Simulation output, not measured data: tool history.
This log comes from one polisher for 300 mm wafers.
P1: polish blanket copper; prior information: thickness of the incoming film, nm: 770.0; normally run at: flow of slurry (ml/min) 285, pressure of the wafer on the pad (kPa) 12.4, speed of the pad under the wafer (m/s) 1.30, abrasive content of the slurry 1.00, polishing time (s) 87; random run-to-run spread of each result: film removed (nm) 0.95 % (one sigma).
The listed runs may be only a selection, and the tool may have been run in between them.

| run | hour | flow of slurry (ml/min) | pressure of the wafer on the pad (kPa) | speed of the pad under the wafer (m/s) | abrasive content of the slurry | polishing time (s) | wafers polished on this pad | hours since the slurry nozzle was cleaned | hours since the head pressure was calibrated | hours since the slurry blender was calibrated | film removed (nm) |
|---|---|---|---|---|---|---|---|---|---|---|---|
| 1 | 8.4 | 285 | 12.4 | 1.30 | 1.00 | 87 | 338 | 336.3 | 810.7 | 230.5 | 171.510 |
| 2 | 16.1 | 285 | 12.4 | 1.30 | 0.65 | 87 | 393 | 344.0 | 818.4 | 238.2 | 161.090 |
| 3 | 21.8 | 285 | 12.4 | 1.30 | 1.00 | 87 | 434 | 349.7 | 824.1 | 243.9 | 171.930 |
| 4 | 27.8 | 170 | 12.4 | 1.30 | 1.00 | 87 | 476 | 355.7 | 830.1 | 249.9 | 164.410 |
| 5 | 36.0 | 285 | 12.4 | 1.30 | 1.00 | 59 | 535 | 363.9 | 838.3 | 258.1 | 117.810 |
| 6 | 42.1 | 410 | 12.4 | 1.30 | 1.00 | 87 | 578 | 370.0 | 844.4 | 264.2 | 178.900 |
| 7 | 47.4 | 285 | 12.4 | 0.72 | 1.00 | 87 | 616 | 375.3 | 849.7 | 269.5 | 97.101 |
| 8 | 56.3 | 285 | 12.4 | 1.30 | 1.00 | 120 | 679 | 384.2 | 858.6 | 278.4 | 242.400 |
| 9 | 62.5 | 285 | 12.4 | 1.30 | 1.00 | 87 | 723 | 390.4 | 864.8 | 284.6 | 172.460 |
| 10 | 71.1 | 285 | 6.9 | 1.30 | 1.00 | 87 | 784 | 399.0 | 873.4 | 293.2 | 96.778 |
| 11 | 78.0 | 390 | 12.4 | 1.30 | 1.00 | 128 | 833 | 405.9 | 880.3 | 300.1 | 260.920 |
| 12 | 84.9 | 285 | 6.9 | 1.30 | 1.00 | 109 | 882 | 412.8 | 887.2 | 307.0 | 118.550 |
| 13 | 92.7 | 285 | 12.4 | 1.30 | 1.00 | 87 | 938 | 420.6 | 895.0 | 314.8 | 173.880 |
| 14 | 99.5 | 285 | 12.4 | 1.30 | 1.50 | 87 | 986 | 427.4 | 901.8 | 321.6 | 189.320 |
| 15 | 108.0 | 285 | 12.4 | 1.30 | 1.00 | 87 | 1047 | 435.9 | 910.3 | 330.1 | 173.320 |
| 16 | 112.8 | 285 | 18.6 | 1.30 | 1.00 | 87 | 1081 | 440.7 | 915.1 | 334.9 | 260.410 |
| 17 | 118.3 | 285 | 12.4 | 1.76 | 1.00 | 87 | 1120 | 446.2 | 920.6 | 340.4 | 234.470 |
| 18 | 126.5 | 285 | 12.4 | 1.30 | 1.00 | 87 | 1178 | 454.4 | 928.8 | 348.6 | 172.700 |
| 19 | 131.9 | 285 | 12.4 | 1.30 | 1.00 | 87 | 1217 | 459.8 | 934.2 | 354.0 | 167.940 |
| 20 | 140.6 | 285 | 12.4 | 1.30 | 1.00 | 87 | 1279 | 468.5 | 942.9 | 362.7 | 170.130 |
| 21 | 145.0 | 285 | 12.4 | 1.30 | 1.00 | 87 | 1310 | 472.9 | 947.3 | 367.1 | 166.560 |
|  | 146.2 | slurry blender recalibrated |
|  | 151.2 | worn pad replaced by a new one |
| 22 | 152.9 | 285 | 12.4 | 1.30 | 1.00 | 87 | 12 | 480.8 | 955.2 | 6.7 | 165.140 |

Forecast run 23:
| 23 | 160.2 | 285 | 12.4 | 1.30 | 1.00 | 87 | 64 | 488.1 | 962.5 | 14.0 | ? |

{"run 23": {"film removed (nm)": 165.83}}
